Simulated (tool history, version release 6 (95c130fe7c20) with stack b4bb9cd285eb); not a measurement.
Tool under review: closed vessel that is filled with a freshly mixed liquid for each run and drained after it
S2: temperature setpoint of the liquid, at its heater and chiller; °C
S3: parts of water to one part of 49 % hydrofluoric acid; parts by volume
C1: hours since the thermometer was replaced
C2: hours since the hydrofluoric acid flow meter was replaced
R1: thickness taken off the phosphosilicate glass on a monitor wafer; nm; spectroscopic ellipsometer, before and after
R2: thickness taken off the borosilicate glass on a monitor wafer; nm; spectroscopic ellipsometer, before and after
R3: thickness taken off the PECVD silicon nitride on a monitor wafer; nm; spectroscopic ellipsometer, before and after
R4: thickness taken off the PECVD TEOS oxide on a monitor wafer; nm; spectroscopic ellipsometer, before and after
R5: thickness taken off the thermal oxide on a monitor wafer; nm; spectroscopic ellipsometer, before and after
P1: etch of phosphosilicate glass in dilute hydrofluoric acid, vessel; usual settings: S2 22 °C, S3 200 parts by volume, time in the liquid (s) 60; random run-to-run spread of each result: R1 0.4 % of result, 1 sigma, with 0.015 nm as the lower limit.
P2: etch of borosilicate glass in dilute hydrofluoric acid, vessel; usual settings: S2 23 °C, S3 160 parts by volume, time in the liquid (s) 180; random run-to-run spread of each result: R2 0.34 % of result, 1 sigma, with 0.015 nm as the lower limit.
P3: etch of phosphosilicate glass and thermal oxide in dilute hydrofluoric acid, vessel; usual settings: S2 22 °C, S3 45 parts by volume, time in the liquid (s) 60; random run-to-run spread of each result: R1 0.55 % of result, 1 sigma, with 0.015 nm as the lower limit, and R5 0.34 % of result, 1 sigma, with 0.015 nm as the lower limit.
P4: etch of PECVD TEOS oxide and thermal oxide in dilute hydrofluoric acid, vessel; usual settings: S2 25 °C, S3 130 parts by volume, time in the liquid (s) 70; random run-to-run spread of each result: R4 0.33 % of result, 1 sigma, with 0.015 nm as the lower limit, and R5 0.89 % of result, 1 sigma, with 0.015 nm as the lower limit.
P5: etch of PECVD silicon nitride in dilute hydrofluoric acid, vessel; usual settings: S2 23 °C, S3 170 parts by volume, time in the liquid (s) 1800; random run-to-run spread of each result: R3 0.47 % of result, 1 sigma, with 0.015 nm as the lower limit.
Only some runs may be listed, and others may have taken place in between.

run 1 day=0.329 | process_that_ran=P1 S2=22 S3=200 time_in_the_liquid_(s)=60 | C1=391.3 C2=657.2 | R1=19.62
run 2 day=0.729 | process_that_ran=P2 S2=23 S3=160 time_in_the_liquid_(s)=360 | C1=400.9 C2=666.8 | R2=42.789
-- day=1.038 hydrofluoric acid flow meter replaced
run 3 day=1.088 | process_that_ran=P1 S2=22 S3=200 time_in_the_liquid_(s)=110 | C1=409.5 C2=1.2 | R1=36.316
run 4 day=1.358 | process_that_ran=P5 S2=23 S3=170 time_in_the_liquid_(s)=1800 | C1=416 C2=7.7 | R3=23.167
run 5 day=1.758 | process_that_ran=P1 S2=28 S3=200 time_in_the_liquid_(s)=60 | C1=425.6 C2=17.3 | R1=24.693
run 6 day=2.117 | process_that_ran=P1 S2=22 S3=200 time_in_the_liquid_(s)=60 | C1=434.2 C2=25.9 | R1=19.825
run 7 day=2.504 | process_that_ran=P2 S2=17 S3=160 time_in_the_liquid_(s)=180 | C1=443.5 C2=35.2 | R2=16.926
run 8 day=2.812 | process_that_ran=P1 S2=25.5 S3=285 time_in_the_liquid_(s)=60 | C1=450.9 C2=42.6 | R1=14.453
run 9 day=2.992 | process_that_ran=P1 S2=17.5 S3=200 time_in_the_liquid_(s)=60 | C1=455.2 C2=46.9 | R1=16.589
run 10 day=3.279 | process_that_ran=P5 S2=23 S3=50 time_in_the_liquid_(s)=1800 | C1=462.1 C2=53.8 | R3=77.611
run 11 day=3.508 | process_that_ran=P1 S2=17 S3=105 time_in_the_liquid_(s)=60 | C1=467.6 C2=59.3 | R1=34.022
run 12 day=3.908 | process_that_ran=P2 S2=23 S3=290 time_in_the_liquid_(s)=180 | C1=477.2 C2=68.9 | R2=10.318
run 13 day=4.279 | process_that_ran=P1 S2=22 S3=295 time_in_the_liquid_(s)=60 | C1=486.1 C2=77.8 | R1=12.161
run 14 day=4.6 | process_that_ran=P1 S2=22 S3=200 time_in_the_liquid_(s)=60 | C1=493.8 C2=85.5 | R1=19.851
run 15 day=4.817 | process_that_ran=P4 S2=25 S3=200 time_in_the_liquid_(s)=70 | C1=499 C2=90.7 | R4=5.2791 R5=1.4753
run 16 day=5.142 | process_that_ran=P5 S2=28.5 S3=170 time_in_the_liquid_(s)=1800 | C1=506.8 C2=98.5 | R3=32.902
run 17 day=5.471 | process_that_ran=P1 S2=22 S3=200 time_in_the_liquid_(s)=60 | C1=514.7 C2=106.4 | R1=19.73
run 18 day=5.754 | process_that_ran=P5 S2=23 S3=170 time_in_the_liquid_(s)=1800 | C1=521.5 C2=113.2 | R3=23.11
run 19 day=6.158 | process_that_ran=P3 S2=22 S3=45 time_in_the_liquid_(s)=60 | C1=531.2 C2=122.9 | R1=111.06 R5=6.2424
run 20 day=6.346 | process_that_ran=P1 S2=22 S3=125 time_in_the_liquid_(s)=60 | C1=535.7 C2=127.4 | R1=34.407
run 21 day=6.638 | process_that_ran=P3 S2=22 S3=45 time_in_the_liquid_(s)=90 | C1=542.7 C2=134.4 | R1=165.23 R5=9.3366
run 22 day=6.992 | process_that_ran=P3 S2=22 S3=75 time_in_the_liquid_(s)=60 | C1=551.2 C2=142.9 | R1=63.558 R5=3.5856
run 23 day=7.238 | process_that_ran=P1 S2=22 S3=200 time_in_the_liquid_(s)=60 | C1=557.1 C2=148.8 | R1=19.83
run 24 day=7.612 | process_that_ran=P3 S2=17.5 S3=45 time_in_the_liquid_(s)=60 | C1=566.1 C2=157.8 | R1=90.892 R5=5.1212
run 25 day=7.971 | process_that_ran=P4 S2=25 S3=130 time_in_the_liquid_(s)=70 | C1=574.7 C2=166.4 | R4=8.7274 R5=2.4859
run 26 day=8.167 | process_that_ran=P3 S2=22 S3=45 time_in_the_liquid_(s)=60 | C1=579.4 C2=171.1 | R1=110.74 R5=6.2139
run 27 day=8.35 | process_that_ran=P5 S2=23 S3=170 time_in_the_liquid_(s)=30 | C1=583.8 C2=175.5 | R3=0.37023
run 28 day=8.558 | process_that_ran=P2 S2=23 S3=160 time_in_the_liquid_(s)=180 | C1=588.8 C2=180.5 | R2=21.5
run 29 day=8.929 | process_that_ran=P4 S2=25 S3=130 time_in_the_liquid_(s)=135 | C1=597.7 C2=189.4 | R4=16.83 R5=4.8112
run 30 day=9.154 | process_that_ran=P4 S2=33 S3=130 time_in_the_liquid_(s)=70 | C1=603.1 C2=194.8 | R4=11.699 R5=3.3159
run 31 day=9.45 | process_that_ran=P1 S2=26 S3=330 time_in_the_liquid_(s)=60 | C1=610.2 C2=201.9 | R1=12.16
run 32 day=9.658 | process_that_ran=P1 S2=22 S3=200 time_in_the_liquid_(s)=30 | C1=615.2 C2=206.9 | R1=9.8883
run 33 day=9.883 | process_that_ran=P1 S2=22 S3=200 time_in_the_liquid_(s)=60 | C1=620.6 C2=212.3 | R1=19.744
run 34 day=10.25 | process_that_ran=P1 S2=22 S3=200 time_in_the_liquid_(s)=60 | C1=629.4 C2=221.1 | R1=19.392
run 35 day=10.467 | process_that_ran=P1 S2=22 S3=200 time_in_the_liquid_(s)=60 | C1=634.6 C2=226.3 | R1=19.261
run 36 day=10.812 | process_that_ran=P1 S2=22 S3=200 time_in_the_liquid_(s)=60 | C1=642.9 C2=234.6 | R1=19.031
run 37 day=11.112 | process_that_ran=P1 S2=22 S3=200 time_in_the_liquid_(s)=60 | C1=650.1 C2=241.8 | R1=18.906
run 38 day=11.483 | process_that_ran=P1 S2=22 S3=200 time_in_the_liquid_(s)=60 | C1=659 C2=250.7 | R1=18.971
run 39 day=11.833 | process_that_ran=P1 S2=22 S3=200 time_in_the_liquid_(s)=60 | C1=667.4 C2=259.1 | R1=18.745

For run 40, what comes out?
run 40 day=12.188 | process_that_ran=P1 S2=22 S3=200 time_in_the_liquid_(s)=60 | C1=675.9 C2=267.6 | R1=?

R1: 18.789 nm
